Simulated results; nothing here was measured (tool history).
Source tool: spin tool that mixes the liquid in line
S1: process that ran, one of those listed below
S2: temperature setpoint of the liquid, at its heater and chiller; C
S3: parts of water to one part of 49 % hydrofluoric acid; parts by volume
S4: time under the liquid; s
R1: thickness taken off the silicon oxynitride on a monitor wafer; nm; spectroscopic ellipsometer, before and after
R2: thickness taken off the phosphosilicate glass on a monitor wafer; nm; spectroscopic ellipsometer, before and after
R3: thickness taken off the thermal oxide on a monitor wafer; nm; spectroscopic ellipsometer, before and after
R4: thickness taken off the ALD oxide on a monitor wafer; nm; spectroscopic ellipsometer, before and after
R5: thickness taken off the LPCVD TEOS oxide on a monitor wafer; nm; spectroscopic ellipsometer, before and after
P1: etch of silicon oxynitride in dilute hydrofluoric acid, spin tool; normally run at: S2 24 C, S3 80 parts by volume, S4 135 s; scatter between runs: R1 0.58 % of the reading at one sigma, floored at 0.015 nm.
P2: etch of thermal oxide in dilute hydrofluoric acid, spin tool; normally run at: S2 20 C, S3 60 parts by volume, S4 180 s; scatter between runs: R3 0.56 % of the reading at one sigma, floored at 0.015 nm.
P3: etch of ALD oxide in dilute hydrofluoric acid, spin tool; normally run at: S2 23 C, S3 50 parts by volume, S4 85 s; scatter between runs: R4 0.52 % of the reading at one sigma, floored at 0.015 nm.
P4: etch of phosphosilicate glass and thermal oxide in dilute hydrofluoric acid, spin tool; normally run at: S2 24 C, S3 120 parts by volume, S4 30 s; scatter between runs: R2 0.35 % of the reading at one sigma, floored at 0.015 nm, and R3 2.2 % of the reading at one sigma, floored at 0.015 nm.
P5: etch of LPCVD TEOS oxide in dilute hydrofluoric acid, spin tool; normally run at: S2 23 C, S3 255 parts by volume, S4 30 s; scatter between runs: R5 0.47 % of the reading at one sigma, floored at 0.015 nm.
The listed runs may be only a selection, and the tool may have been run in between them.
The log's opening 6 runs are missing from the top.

run 7 day=3.554 | S1=P2 S2=20 S3=60 S4=180 | R3=11.738
run 8 day=3.875 | S1=P1 S2=24 S3=130 S4=135 | R1=2.5175
run 9 day=4.367 | S1=P4 S2=24 S3=120 S4=30 | R2=20.515 R3=1.2414
run 10 day=4.729 | S1=P4 S2=24 S3=40 S4=30 | R2=68.282 R3=4.3198
run 11 day=5.404 | S1=P1 S2=17.5 S3=80 S4=135 | R1=3.1009
run 12 day=5.738 | S1=P1 S2=24 S3=80 S4=225 | R1=7.1688
run 13 day=6.242 | S1=P5 S2=30.5 S3=255 S4=30 | R5=6.7833
run 14 day=6.688 | S1=P1 S2=28 S3=80 S4=135 | R1=5.1672
run 15 day=7.133 | S1=P1 S2=24 S3=80 S4=135 | R1=4.3328
run 16 day=7.604 | S1=P1 S2=24 S3=80 S4=135 | R1=4.2797
run 17 day=8.021 | S1=P1 S2=24 S3=80 S4=15 | R1=0.4862
run 18 day=8.462 | S1=P1 S2=24 S3=80 S4=135 | R1=4.3583
run 19 day=8.85 | S1=P1 S2=24 S3=80 S4=135 | R1=4.3043
run 20 day=9.479 | S1=P1 S2=24 S3=50 S4=40 | R1=2.0889
run 21 day=9.871 | S1=P5 S2=23 S3=255 S4=60 | R5=10.532
run 22 day=10.192 | S1=P1 S2=24 S3=80 S4=135 | R1=4.257

Run 23, settings as shown, results not yet in. Your forecast:
run 23 day=10.8 | S1=P3 S2=17 S3=50 S4=85 | R4=?

{"run 23": {"R4": 31.811}}

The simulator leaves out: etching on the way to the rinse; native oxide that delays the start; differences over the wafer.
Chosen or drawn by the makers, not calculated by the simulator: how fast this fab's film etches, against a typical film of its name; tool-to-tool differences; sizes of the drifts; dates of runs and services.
